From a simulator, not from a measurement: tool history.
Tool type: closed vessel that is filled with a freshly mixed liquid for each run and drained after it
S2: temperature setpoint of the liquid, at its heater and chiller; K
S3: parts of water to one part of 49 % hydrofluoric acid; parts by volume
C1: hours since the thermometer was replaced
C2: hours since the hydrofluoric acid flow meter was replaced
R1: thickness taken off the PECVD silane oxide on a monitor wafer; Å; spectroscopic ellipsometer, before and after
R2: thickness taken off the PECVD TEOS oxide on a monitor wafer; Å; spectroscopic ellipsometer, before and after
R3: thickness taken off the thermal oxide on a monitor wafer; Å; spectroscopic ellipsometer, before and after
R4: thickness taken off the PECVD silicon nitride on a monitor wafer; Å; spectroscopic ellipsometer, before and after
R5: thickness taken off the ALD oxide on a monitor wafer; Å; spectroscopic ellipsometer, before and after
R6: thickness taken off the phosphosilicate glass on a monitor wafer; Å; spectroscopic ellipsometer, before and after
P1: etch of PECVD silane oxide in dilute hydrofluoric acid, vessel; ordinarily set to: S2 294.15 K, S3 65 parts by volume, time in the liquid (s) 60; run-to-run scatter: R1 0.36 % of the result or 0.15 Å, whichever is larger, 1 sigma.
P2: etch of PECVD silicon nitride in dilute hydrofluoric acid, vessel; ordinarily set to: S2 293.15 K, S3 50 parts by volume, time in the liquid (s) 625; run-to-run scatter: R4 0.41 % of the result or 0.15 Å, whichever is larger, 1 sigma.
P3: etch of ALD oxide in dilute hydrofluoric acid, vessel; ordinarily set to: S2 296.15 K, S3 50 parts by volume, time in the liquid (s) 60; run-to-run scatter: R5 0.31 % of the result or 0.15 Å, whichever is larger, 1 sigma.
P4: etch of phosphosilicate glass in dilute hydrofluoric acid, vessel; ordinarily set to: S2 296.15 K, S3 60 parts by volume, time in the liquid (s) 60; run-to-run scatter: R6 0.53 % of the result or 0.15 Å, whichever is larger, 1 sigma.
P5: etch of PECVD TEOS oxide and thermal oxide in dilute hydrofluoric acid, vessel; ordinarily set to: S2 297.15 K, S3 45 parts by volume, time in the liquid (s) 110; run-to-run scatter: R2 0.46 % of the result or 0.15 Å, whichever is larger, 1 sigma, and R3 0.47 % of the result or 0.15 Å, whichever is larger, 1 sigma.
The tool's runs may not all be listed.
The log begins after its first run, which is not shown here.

Run 2, hour 34.4: process that ran P5, S2 297.15 K, S3 45 parts by volume, time in the liquid (s) 110; C1 702.1; C2 908.1. Result: R2 416.54 Å, R3 123.23 Å.
Run 3, hour 45.3: process that ran P1, S2 300.65 K, S3 65 parts by volume, time in the liquid (s) 60; C1 713; C2 919. Result: R1 527.68 Å.
Run 4, hour 58.7: process that ran P2, S2 293.15 K, S3 50 parts by volume, time in the liquid (s) 625; C1 726.4; C2 932.4. Result: R4 157.72 Å.
Run 5, hour 70.2: process that ran P1, S2 290.15 K, S3 25 parts by volume, time in the liquid (s) 60; C1 737.9; C2 943.9. Result: R1 930.53 Å.
Run 6, hour 82.6: process that ran P2, S2 293.15 K, S3 50 parts by volume, time in the liquid (s) 625; C1 750.3; C2 956.3. Result: R4 157.35 Å.
Run 7, hour 91.1: process that ran P1, S2 294.15 K, S3 65 parts by volume, time in the liquid (s) 60; C1 758.8; C2 964.8. Result: R1 402.85 Å.
Run 8, hour 104.9: process that ran P3, S2 296.15 K, S3 80 parts by volume, time in the liquid (s) 60; C1 772.6; C2 978.6. Result: R5 235.57 Å.
Run 9, hour 124.3: process that ran P3, S2 290.15 K, S3 50 parts by volume, time in the liquid (s) 60; C1 792; C2 998. Result: R5 305.15 Å.
Run 10, hour 138.9: process that ran P4, S2 296.15 K, S3 30 parts by volume, time in the liquid (s) 60; C1 806.6; C2 1012.6. Result: R6 4151.2 Å.
Run 11, hour 157.5: process that ran P3, S2 296.15 K, S3 50 parts by volume, time in the liquid (s) 60; C1 825.2; C2 1031.2. Result: R5 392.21 Å.
Run 12, hour 167.8: process that ran P3, S2 296.15 K, S3 50 parts by volume, time in the liquid (s) 60; C1 835.5; C2 1041.5. Result: R5 391.99 Å.
Run 13, hour 186.1: process that ran P4, S2 291.15 K, S3 60 parts by volume, time in the liquid (s) 60; C1 853.8; C2 1059.8. Result: R6 1639 Å.
Run 14, hour 201.2: process that ran P1, S2 294.15 K, S3 95 parts by volume, time in the liquid (s) 60; C1 868.9; C2 1074.9. Result: R1 266.48 Å.
Run 15, hour 214.7: process that ran P4, S2 296.15 K, S3 60 parts by volume, time in the liquid (s) 110; C1 882.4; C2 1088.4. Result: R6 3672.4 Å.
Run 16, hour 227.6: process that ran P4, S2 296.15 K, S3 60 parts by volume, time in the liquid (s) 60; C1 895.3; C2 1101.3. Result: R6 2012.9 Å.
Run 17, hour 242.6: process that ran P1, S2 294.15 K, S3 65 parts by volume, time in the liquid (s) 60; C1 910.3; C2 1116.3. Result: R1 406.04 Å.
Run 18, hour 257.2: process that ran P1, S2 294.15 K, S3 35 parts by volume, time in the liquid (s) 110; C1 924.9; C2 1130.9. Result: R1 1420 Å.
Run 19, hour 272.8: process that ran P2, S2 293.15 K, S3 50 parts by volume, time in the liquid (s) 125; C1 940.5; C2 1146.5. Result: R4 31.213 Å.
Run 20, hour 286.3: process that ran P1, S2 294.15 K, S3 65 parts by volume, time in the liquid (s) 30; C1 954; C2 1160. Result: R1 202.27 Å.
Run 21, hour 301.8: process that ran P1, S2 294.15 K, S3 65 parts by volume, time in the liquid (s) 95; C1 969.5; C2 1175.5. Result: R1 642.94 Å.
Run 22, hour 320.2: process that ran P2, S2 290.15 K, S3 50 parts by volume, time in the liquid (s) 625; C1 987.9; C2 1193.9. Result: R4 127.28 Å.
Run 23, hour 339.7: process that ran P5, S2 297.15 K, S3 20 parts by volume, time in the liquid (s) 110; C1 1007.4; C2 1213.4. Result: R2 969.16 Å, R3 285.87 Å.
Run 24, hour 348.7: process that ran P2, S2 293.15 K, S3 85 parts by volume, time in the liquid (s) 625; C1 1016.4; C2 1222.4. Result: R4 93.408 Å.

Run 25, settings as shown, results not yet in. Your forecast:
Run 25, hour 365.8: process that ran P1, S2 290.15 K, S3 65 parts by volume, time in the liquid (s) 60; C1 1033.5; C2 1239.5. Result: R1 ?.

R1: 343.77 Å

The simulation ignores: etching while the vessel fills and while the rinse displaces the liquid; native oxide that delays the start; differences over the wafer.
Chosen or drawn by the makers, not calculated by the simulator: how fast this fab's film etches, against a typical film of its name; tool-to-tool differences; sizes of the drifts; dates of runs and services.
